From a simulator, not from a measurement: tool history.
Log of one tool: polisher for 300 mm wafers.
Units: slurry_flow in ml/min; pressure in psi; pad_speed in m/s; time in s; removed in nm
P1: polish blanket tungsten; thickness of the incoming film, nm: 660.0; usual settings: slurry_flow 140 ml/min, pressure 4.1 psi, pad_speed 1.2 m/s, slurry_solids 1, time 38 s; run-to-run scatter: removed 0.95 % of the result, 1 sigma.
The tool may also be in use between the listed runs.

run,hour,slurry_flow,pressure,pad_speed,slurry_solids,time,removed
1,11.9,140,4.1,1.2,1,38,185.86
2,20.3,140,4.1,1.2,1,38,186.27
3,29.4,140,4.1,1.2,1,38,184.22
4,40.7,140,5.3,1.84,1,38,362.44
5,49,140,2.4,1.2,1,38,107.93
6,58.2,220,4.1,1.2,1,38,197.06
7,68.5,140,4.1,1.88,1,38,288.89
8,77.2,140,4.1,1.2,0.5,38,157.16
9,85.6,140,4.1,1.2,1,38,179
10,91.4,140,4.1,1.2,1,38,186.32
11,97.8,140,5.5,1.2,1,38,249.15
12,104.3,140,4.1,1.2,1.5,38,205.61
13,113,140,4.1,1.2,1,17,81.493
14,124.2,85,4.1,1.2,1,38,163.24
15,131.2,140,4.1,1.2,1,58,285.19
16,140.9,140,4.1,0.6,1,38,93.413
17,151.1,140,4.1,1.2,1,38,185.59

Forecast run 18:
18,158.3,140,4.1,1.2,1,38,?

{"run 18": {"removed": 186.85}}

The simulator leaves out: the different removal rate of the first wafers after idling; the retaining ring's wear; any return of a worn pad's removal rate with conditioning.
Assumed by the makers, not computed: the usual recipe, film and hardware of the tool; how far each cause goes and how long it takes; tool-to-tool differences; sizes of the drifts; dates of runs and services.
